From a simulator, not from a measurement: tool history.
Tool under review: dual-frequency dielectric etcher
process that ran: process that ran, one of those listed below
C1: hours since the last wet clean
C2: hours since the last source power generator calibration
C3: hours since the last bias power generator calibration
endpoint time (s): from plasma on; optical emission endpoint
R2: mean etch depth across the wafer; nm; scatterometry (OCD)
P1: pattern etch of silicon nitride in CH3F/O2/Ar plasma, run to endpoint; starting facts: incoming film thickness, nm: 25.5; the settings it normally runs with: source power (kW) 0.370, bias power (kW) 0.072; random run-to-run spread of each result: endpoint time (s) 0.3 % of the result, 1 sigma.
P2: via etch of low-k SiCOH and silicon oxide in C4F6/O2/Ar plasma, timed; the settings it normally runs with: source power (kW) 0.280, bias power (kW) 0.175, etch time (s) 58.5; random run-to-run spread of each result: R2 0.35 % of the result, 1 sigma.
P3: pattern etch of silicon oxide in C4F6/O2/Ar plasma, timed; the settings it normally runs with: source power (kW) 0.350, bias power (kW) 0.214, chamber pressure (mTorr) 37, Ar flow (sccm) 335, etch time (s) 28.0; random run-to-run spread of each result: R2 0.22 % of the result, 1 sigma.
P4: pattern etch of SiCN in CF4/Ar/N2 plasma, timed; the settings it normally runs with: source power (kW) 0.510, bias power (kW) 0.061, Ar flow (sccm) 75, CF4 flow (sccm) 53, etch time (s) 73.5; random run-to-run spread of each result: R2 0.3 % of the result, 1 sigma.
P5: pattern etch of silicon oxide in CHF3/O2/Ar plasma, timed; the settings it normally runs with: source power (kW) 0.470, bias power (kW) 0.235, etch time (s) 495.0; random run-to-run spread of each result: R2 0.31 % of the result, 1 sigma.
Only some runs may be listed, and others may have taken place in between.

Run 1, hour 3.8: process that ran P1, source power (kW) 0.370, bias power (kW) 0.072; C1 103.8; C2 1654.9; C3 1764.2. Result: endpoint time (s) 38.208.
Run 2, hour 11.2: process that ran P2, source power (kW) 0.280, bias power (kW) 0.229, etch time (s) 58.5; C1 111.2; C2 1662.3; C3 1771.6. Result: R2 157.880 nm.
Run 3, hour 19.3: process that ran P5, source power (kW) 0.560, bias power (kW) 0.235, etch time (s) 495.0; C1 119.3; C2 1670.4; C3 1779.7. Result: R2 1023.600 nm.
Run 4, hour 23.9: process that ran P4, source power (kW) 0.410, bias power (kW) 0.061, etch time (s) 73.5, Ar flow (sccm) 75, CF4 flow (sccm) 53; C1 123.9; C2 1675.0; C3 1784.3. Result: R2 53.648 nm.
Run 5, hour 31.6: process that ran P1, source power (kW) 0.450, bias power (kW) 0.100; C1 131.6; C2 1682.7; C3 1792.0. Result: endpoint time (s) 31.749.
Run 6, hour 35.4: process that ran P2, source power (kW) 0.280, bias power (kW) 0.175, etch time (s) 32.0; C1 135.4; C2 1686.5; C3 1795.8. Result: R2 79.798 nm.
Run 7, hour 39.4: process that ran P1, source power (kW) 0.370, bias power (kW) 0.072; C1 139.4; C2 1690.5; C3 1799.8. Result: endpoint time (s) 38.516.
Run 8, hour 43.9: process that ran P3, source power (kW) 0.350, bias power (kW) 0.153, etch time (s) 28.0, Ar flow (sccm) 335, chamber pressure (mTorr) 37; C1 143.9; C2 1695.0; C3 1804.3. Result: R2 77.418 nm.
Run 9, hour 48.6: process that ran P1, source power (kW) 0.480, bias power (kW) 0.058; C1 148.6; C2 1699.7; C3 1809.0. Result: endpoint time (s) 37.373.
Run 10, hour 55.1: process that ran P1, source power (kW) 0.470, bias power (kW) 0.072; C1 155.1; C2 1706.2; C3 1815.5. Result: endpoint time (s) 34.845.
Run 11, hour 59.1: process that ran P4, source power (kW) 0.510, bias power (kW) 0.061, etch time (s) 73.5, Ar flow (sccm) 90, CF4 flow (sccm) 53; C1 159.1; C2 1710.2; C3 1819.5. Result: R2 63.263 nm.
Run 12, hour 63.2: process that ran P1, source power (kW) 0.370, bias power (kW) 0.072; C1 163.2; C2 1714.3; C3 1823.6. Result: endpoint time (s) 38.398.
At hour 65.5: source power generator calibrated.
Run 13, hour 69.4: process that ran P1, source power (kW) 0.370, bias power (kW) 0.048; C1 169.4; C2 4.0; C3 1829.8. Result: endpoint time (s) 43.917.
Run 14, hour 75.6: process that ran P5, source power (kW) 0.470, bias power (kW) 0.235, etch time (s) 495.0; C1 175.6; C2 10.2; C3 1836.0. Result: R2 960.720 nm.
Run 15, hour 82.9: process that ran P4, source power (kW) 0.510, bias power (kW) 0.061, etch time (s) 73.5, Ar flow (sccm) 75, CF4 flow (sccm) 53; C1 182.9; C2 17.5; C3 1843.3. Result: R2 64.726 nm.
Run 16, hour 89.5: process that ran P1, source power (kW) 0.370, bias power (kW) 0.072; C1 189.5; C2 24.1; C3 1849.9. Result: endpoint time (s) 38.229.
Run 17, hour 96.4: process that ran P3, source power (kW) 0.350, bias power (kW) 0.214, etch time (s) 28.0, Ar flow (sccm) 335, chamber pressure (mTorr) 37; C1 196.4; C2 31.0; C3 1856.8. Result: R2 86.406 nm.
Run 18, hour 102.5: process that ran P3, source power (kW) 0.350, bias power (kW) 0.214, etch time (s) 15.5, Ar flow (sccm) 335, chamber pressure (mTorr) 37; C1 202.5; C2 37.1; C3 1862.9. Result: R2 47.768 nm.
Run 19, hour 108.2: process that ran P4, source power (kW) 0.510, bias power (kW) 0.061, etch time (s) 51.0, Ar flow (sccm) 75, CF4 flow (sccm) 53; C1 208.2; C2 42.8; C3 1868.6. Result: R2 45.187 nm.
Run 20, hour 115.6: process that ran P3, source power (kW) 0.350, bias power (kW) 0.214, etch time (s) 28.0, Ar flow (sccm) 434, chamber pressure (mTorr) 37; C1 215.6; C2 50.2; C3 1876.0. Result: R2 84.014 nm.
Run 21, hour 121.7: process that ran P1, source power (kW) 0.370, bias power (kW) 0.072; C1 221.7; C2 56.3; C3 1882.1. Result: endpoint time (s) 38.197.
Run 22, hour 126.3: process that ran P4, source power (kW) 0.510, bias power (kW) 0.061, etch time (s) 73.5, Ar flow (sccm) 75, CF4 flow (sccm) 73; C1 226.3; C2 60.9; C3 1886.7. Result: R2 68.184 nm.
Run 23, hour 131.7: process that ran P3, source power (kW) 0.350, bias power (kW) 0.214, etch time (s) 28.0, Ar flow (sccm) 335, chamber pressure (mTorr) 44; C1 231.7; C2 66.3; C3 1892.1. Result: R2 84.750 nm.
Run 24, hour 139.0: process that ran P4, source power (kW) 0.510, bias power (kW) 0.046, etch time (s) 73.5, Ar flow (sccm) 75, CF4 flow (sccm) 53; C1 239.0; C2 73.6; C3 1899.4. Result: R2 59.525 nm.
Run 25, hour 143.7: process that ran P3, source power (kW) 0.230, bias power (kW) 0.214, etch time (s) 28.0, Ar flow (sccm) 335, chamber pressure (mTorr) 37; C1 243.7; C2 78.3; C3 1904.1. Result: R2 73.454 nm.
Run 26, hour 147.7: process that ran P2, source power (kW) 0.340, bias power (kW) 0.175, etch time (s) 58.5; C1 247.7; C2 82.3; C3 1908.1. Result: R2 155.910 nm.
Run 27, hour 153.4: process that ran P1, source power (kW) 0.370, bias power (kW) 0.072; C1 253.4; C2 88.0; C3 1913.8. Result: endpoint time (s) 38.203.
Run 28, hour 158.1: process that ran P5, source power (kW) 0.470, bias power (kW) 0.235, etch time (s) 619.0; C1 258.1; C2 92.7; C3 1918.5. Result: R2 1195.500 nm.
Run 29, hour 163.0: process that ran P1, source power (kW) 0.370, bias power (kW) 0.091; C1 263.0; C2 97.6; C3 1923.4. Result: endpoint time (s) 35.488.
Run 30, hour 169.3: process that ran P1, source power (kW) 0.270, bias power (kW) 0.072; C1 269.3; C2 103.9; C3 1929.7. Result: endpoint time (s) 43.240.
Run 31, hour 175.5: process that ran P2, source power (kW) 0.280, bias power (kW) 0.175, etch time (s) 58.5; C1 275.5; C2 110.1; C3 1935.9. Result: R2 145.910 nm.
Run 32, hour 179.8: process that ran P5, source power (kW) 0.470, bias power (kW) 0.288, etch time (s) 495.0; C1 279.8; C2 114.4; C3 1940.2. Result: R2 1024.400 nm.
Run 33, hour 185.9: process that ran P5, source power (kW) 0.470, bias power (kW) 0.235, etch time (s) 495.0; C1 285.9; C2 120.5; C3 1946.3. Result: R2 952.360 nm.
Run 34, hour 192.4: process that ran P1, source power (kW) 0.370, bias power (kW) 0.072; C1 292.4; C2 127.0; C3 1952.8. Result: endpoint time (s) 38.328.
Run 35, hour 197.0: process that ran P1, source power (kW) 0.370, bias power (kW) 0.072; C1 297.0; C2 131.6; C3 1957.4. Result: endpoint time (s) 38.172.
Run 36, hour 203.4: process that ran P1, source power (kW) 0.370, bias power (kW) 0.072; C1 303.4; C2 138.0; C3 1963.8. Result: endpoint time (s) 37.940.
Run 37, hour 208.5: process that ran P1, source power (kW) 0.370, bias power (kW) 0.072; C1 308.5; C2 143.1; C3 1968.9. Result: endpoint time (s) 37.881.
Run 38, hour 212.3: process that ran P1, source power (kW) 0.370, bias power (kW) 0.072; C1 312.3; C2 146.9; C3 1972.7. Result: endpoint time (s) 37.970.
Run 39, hour 220.1: process that ran P1, source power (kW) 0.370, bias power (kW) 0.072; C1 320.1; C2 154.7; C3 1980.5. Result: endpoint time (s) 38.008.
At hour 220.7: wet clean of the chamber.
Run 40, hour 225.4: process that ran P1, source power (kW) 0.370, bias power (kW) 0.072; C1 4.8; C2 160.0; C3 1985.8. Result: endpoint time (s) 37.856.
Run 41, hour 232.9: process that ran P1, source power (kW) 0.370, bias power (kW) 0.072; C1 12.3; C2 167.5; C3 1993.3. Result: endpoint time (s) 37.716.
Run 42, hour 237.4: process that ran P1, source power (kW) 0.370, bias power (kW) 0.072; C1 16.8; C2 172.0; C3 1997.8. Result: endpoint time (s) 37.914.

The output of P1 has drifted from where it used to be. Each of the 2 causes below, taken at the size shown beside it, accounts for the log equally well:
A: source power that arrives over what is set, % = 4.11
B: bias power that arrives over what is set, % = 4.5
The creep began at about hour 192.4.
Excluded causes, each with its reason:
chamber walls in a state that raises the etch rate, %: was serviced at hour 220.7, once the creep was under way, yet the earlier output never came back

Of the 4 check runs below, each run on 2 wafers with the results averaged and each result still a question mark, which one would tell the listed causes apart?
Run check 1, hour 241.9: process that ran P2, source power (kW) 0.280, bias power (kW) 0.175, etch time (s) 58.5. Result: R2 ?.
Run check 2, hour 241.9: process that ran P3, source power (kW) 0.350, bias power (kW) 0.214, etch time (s) 28.0, Ar flow (sccm) 335, chamber pressure (mTorr) 37. Result: R2 ?.
Run check 3, hour 241.9: process that ran P4, source power (kW) 0.510, bias power (kW) 0.061, etch time (s) 73.5, Ar flow (sccm) 75, CF4 flow (sccm) 53. Result: R2 ?.
Run check 4, hour 241.9: process that ran P5, source power (kW) 0.470, bias power (kW) 0.235, etch time (s) 495.0. Result: R2 ?.

Outcome of each check run for each possible cause:
  check  result     if A     if B
check 1      R2  147.240  147.040
check 2      R2   87.763   87.686
check 3      R2   67.479   66.079
check 4      R2  970.260  970.980
Minimum pairwise separation of causes per check, each pair taken at its best-separating result: check 1 0.13 %; check 2 0.09 %; check 3 2.1 %; check 4 0.07 %
Only check 3 tells the causes apart: in the others they would give nearly the same result.

The results of check 3 are: R2 67.541 nm. Based on these, which of the listed causes is it?

It was cause A: source power that arrives over what is set, %.

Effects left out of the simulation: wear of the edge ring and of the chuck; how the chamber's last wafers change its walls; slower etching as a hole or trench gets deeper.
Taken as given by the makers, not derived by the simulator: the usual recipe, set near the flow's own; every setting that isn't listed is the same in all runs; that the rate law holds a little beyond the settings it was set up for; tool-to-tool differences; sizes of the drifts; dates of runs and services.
